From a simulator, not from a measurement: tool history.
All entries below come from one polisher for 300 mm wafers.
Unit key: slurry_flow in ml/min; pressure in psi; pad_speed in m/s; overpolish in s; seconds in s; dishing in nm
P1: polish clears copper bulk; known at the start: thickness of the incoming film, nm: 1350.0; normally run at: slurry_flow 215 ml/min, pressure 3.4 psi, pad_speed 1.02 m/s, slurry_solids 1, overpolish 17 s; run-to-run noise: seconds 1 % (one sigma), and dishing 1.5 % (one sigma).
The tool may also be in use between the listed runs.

run,hour,slurry_flow,pressure,pad_speed,slurry_solids,overpolish,seconds,dishing
1,15,215,3.4,1.02,1,17,102.15,53.123
2,28.1,275,3.4,1.02,1,17,99.965,53.624
3,42.3,215,3.4,1.02,1.3,17,95.48,53.865
4,53.5,215,2.2,1.02,1,17,161.1,45.996
5,62.9,215,3.4,1.02,1,5,102.21,34.441
6,71.3,215,3.4,0.46,1,17,230.55,42.328
7,85.8,215,3.4,1.6,1,17,64.805,54.049
8,97.7,215,3.4,1.02,1,17,101.89,52.512
9,113.6,215,3.4,1.02,1,17,101.69,52.074
10,129.3,215,3.4,1.02,0.5,17,117.52,53.067
11,141.4,215,5.2,1.02,1,17,65.677,56.861
12,154.9,215,3.4,1.02,1,33,103,54.147
13,171.3,130,3.4,1.02,1,17,109.76,50.857
14,179.3,215,3.4,1.02,1,17,101.63,53.713
15,195.8,265,3.4,0.48,1,17,206.22,44.141
16,203.7,215,3.4,1.02,1,17,101.72,52.093
17,219.1,215,3.4,1.02,1,17,101.56,51.547
18,228.6,215,3.4,1.02,1,17,104.38,52.98
19,237.4,215,3.4,1.02,1,17,106.83,52.052
20,252.4,215,3.4,1.02,1,17,106.87,51.801
# hour 254.8: slurry blender recalibrated
21,266.3,215,3.4,1.02,1,17,107.99,52.691
22,275.2,215,3.4,1.02,1,17,107.89,52.337
# hour 281.1: head pressure recalibrated
23,287.8,215,3.4,1.02,1,17,111.41,51.469
24,298.1,215,3.4,1.02,1,17,109.17,52.214
25,310.4,215,3.4,1.02,1,17,110.61,52.037

What P1 gives has crept off from where it sat before. The 2 causes that follow fit the log equally well, each at the size noted:
A: slurry flow missing at the pad, % = 36.7
B: removal rate lost through wear of the pad, % = 6.79
Creep in the process output first set in at about hour 219.1.
What rules out each remaining cause:
head's pressure below its setpoint, %: its service at hour 281.1 followed the start of the drift and did not put the process back to its old value
abrasive missing from the slurry, %: its service at hour 254.8 followed the start of the drift and did not put the process back to its old value

Which of the 4 check runs listed below, each an average over 5 wafers with its results shown as question marks, gives clearly different results under the different listed causes?
check 1,322.7,215,3.4,1.02,1.3,17,?,?
check 2,322.7,215,5.1,1.02,1,5,?,?
check 3,322.7,140,3.4,1.58,1,17,?,?
check 4,322.7,215,4.9,0.48,1,17,?,?

What each check would give under each cause:
check,result,if A,if B
check 1,seconds,103.31,103.3
check 1,dishing,52.538,52.539
check 2,seconds,72.921,72.912
check 2,dishing,41.293,41.296
check 3,seconds,77.955,75.358
check 3,dishing,53.914,54.015
check 4,seconds,161.28,161.26
check 4,dishing,48.898,48.9
Per check, the gap between the least separated pair of causes, taken in the result that splits them most: check 1 0.01 %; check 2 0.01 %; check 3 3.39 %; check 4 0.01 %
Check 3 is the one run that separates the causes; every other check would come out nearly the same whichever cause is at work.

Then check 3 was run and gave: seconds 75.822 s; dishing 53.926 nm. Which cause is it?

It was cause B: removal rate lost through wear of the pad, %.

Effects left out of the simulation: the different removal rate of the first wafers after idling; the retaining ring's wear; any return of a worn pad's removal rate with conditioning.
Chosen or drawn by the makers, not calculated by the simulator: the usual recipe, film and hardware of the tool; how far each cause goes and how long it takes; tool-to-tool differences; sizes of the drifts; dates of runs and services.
